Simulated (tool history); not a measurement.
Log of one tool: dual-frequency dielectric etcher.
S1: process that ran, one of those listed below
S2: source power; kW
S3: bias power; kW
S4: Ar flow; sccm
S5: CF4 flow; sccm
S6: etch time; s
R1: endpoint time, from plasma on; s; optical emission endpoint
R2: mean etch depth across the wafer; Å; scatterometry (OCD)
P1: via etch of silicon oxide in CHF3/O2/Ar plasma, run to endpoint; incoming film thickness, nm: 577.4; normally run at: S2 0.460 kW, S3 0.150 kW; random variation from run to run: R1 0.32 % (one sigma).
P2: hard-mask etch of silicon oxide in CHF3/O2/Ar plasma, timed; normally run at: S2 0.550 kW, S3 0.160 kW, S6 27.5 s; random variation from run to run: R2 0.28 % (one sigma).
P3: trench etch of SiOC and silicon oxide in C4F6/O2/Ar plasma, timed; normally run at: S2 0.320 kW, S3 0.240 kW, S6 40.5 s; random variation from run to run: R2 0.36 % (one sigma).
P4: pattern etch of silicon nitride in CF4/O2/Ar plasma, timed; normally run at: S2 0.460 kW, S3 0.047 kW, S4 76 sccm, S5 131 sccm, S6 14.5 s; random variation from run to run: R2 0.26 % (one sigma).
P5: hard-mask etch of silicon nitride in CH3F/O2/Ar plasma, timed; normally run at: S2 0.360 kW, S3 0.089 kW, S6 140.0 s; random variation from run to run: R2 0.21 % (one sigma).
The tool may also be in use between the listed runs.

| run | hour | S1 | S2 | S3 | S4 | S5 | S6 | R1 | R2 |
|---|---|---|---|---|---|---|---|---|---|
| 1 | 5.8 | P1 | 0.460 | 0.150 |  |  |  | 349.39 |  |
| 2 | 12.5 | P4 | 0.550 | 0.047 | 76 | 131 | 14.5 |  | 314.21 |
| 3 | 20.0 | P1 | 0.360 | 0.150 |  |  |  | 379.59 |  |
| 4 | 25.7 | P1 | 0.460 | 0.150 |  |  |  | 348.78 |  |
| 5 | 34.1 | P1 | 0.460 | 0.086 |  |  |  | 410.17 |  |
| 6 | 44.5 | P3 | 0.320 | 0.324 |  |  | 40.5 |  | 876.19 |
| 7 | 49.1 | P1 | 0.460 | 0.150 |  |  |  | 347.93 |  |
| 8 | 59.0 | P3 | 0.320 | 0.240 |  |  | 57.5 |  | 1124.30 |
|  | 60.3 | bias power generator calibrated |
| 9 | 67.3 | P4 | 0.460 | 0.047 | 76 | 131 | 8.5 |  | 157.23 |
| 10 | 76.4 | P3 | 0.320 | 0.240 |  |  | 40.5 |  | 797.99 |
| 11 | 84.6 | P2 | 0.550 | 0.160 |  |  | 20.0 |  | 362.02 |
| 12 | 91.5 | P4 | 0.460 | 0.047 | 76 | 131 | 14.5 |  | 268.46 |
| 13 | 98.1 | P2 | 0.550 | 0.160 |  |  | 27.5 |  | 500.73 |
| 14 | 105.2 | P5 | 0.360 | 0.089 |  |  | 140.0 |  | 1013.10 |
| 15 | 113.7 | P1 | 0.660 | 0.150 |  |  |  | 302.35 |  |
| 16 | 120.5 | P4 | 0.460 | 0.047 | 76 | 182 | 14.5 |  | 275.58 |
| 17 | 128.1 | P1 | 0.460 | 0.150 |  |  |  | 348.13 |  |
| 18 | 137.0 | P4 | 0.460 | 0.047 | 94 | 131 | 14.5 |  | 262.19 |
| 19 | 145.0 | P5 | 0.290 | 0.089 |  |  | 140.0 |  | 936.38 |
| 20 | 153.3 | P2 | 0.550 | 0.106 |  |  | 27.5 |  | 439.40 |
| 21 | 162.5 | P2 | 0.780 | 0.160 |  |  | 27.5 |  | 569.57 |

The next listed run, before its measurement:
| 22 | 169.6 | P1 | 0.460 | 0.150 |  |  |  | ? |  |

R1: 347.99 s
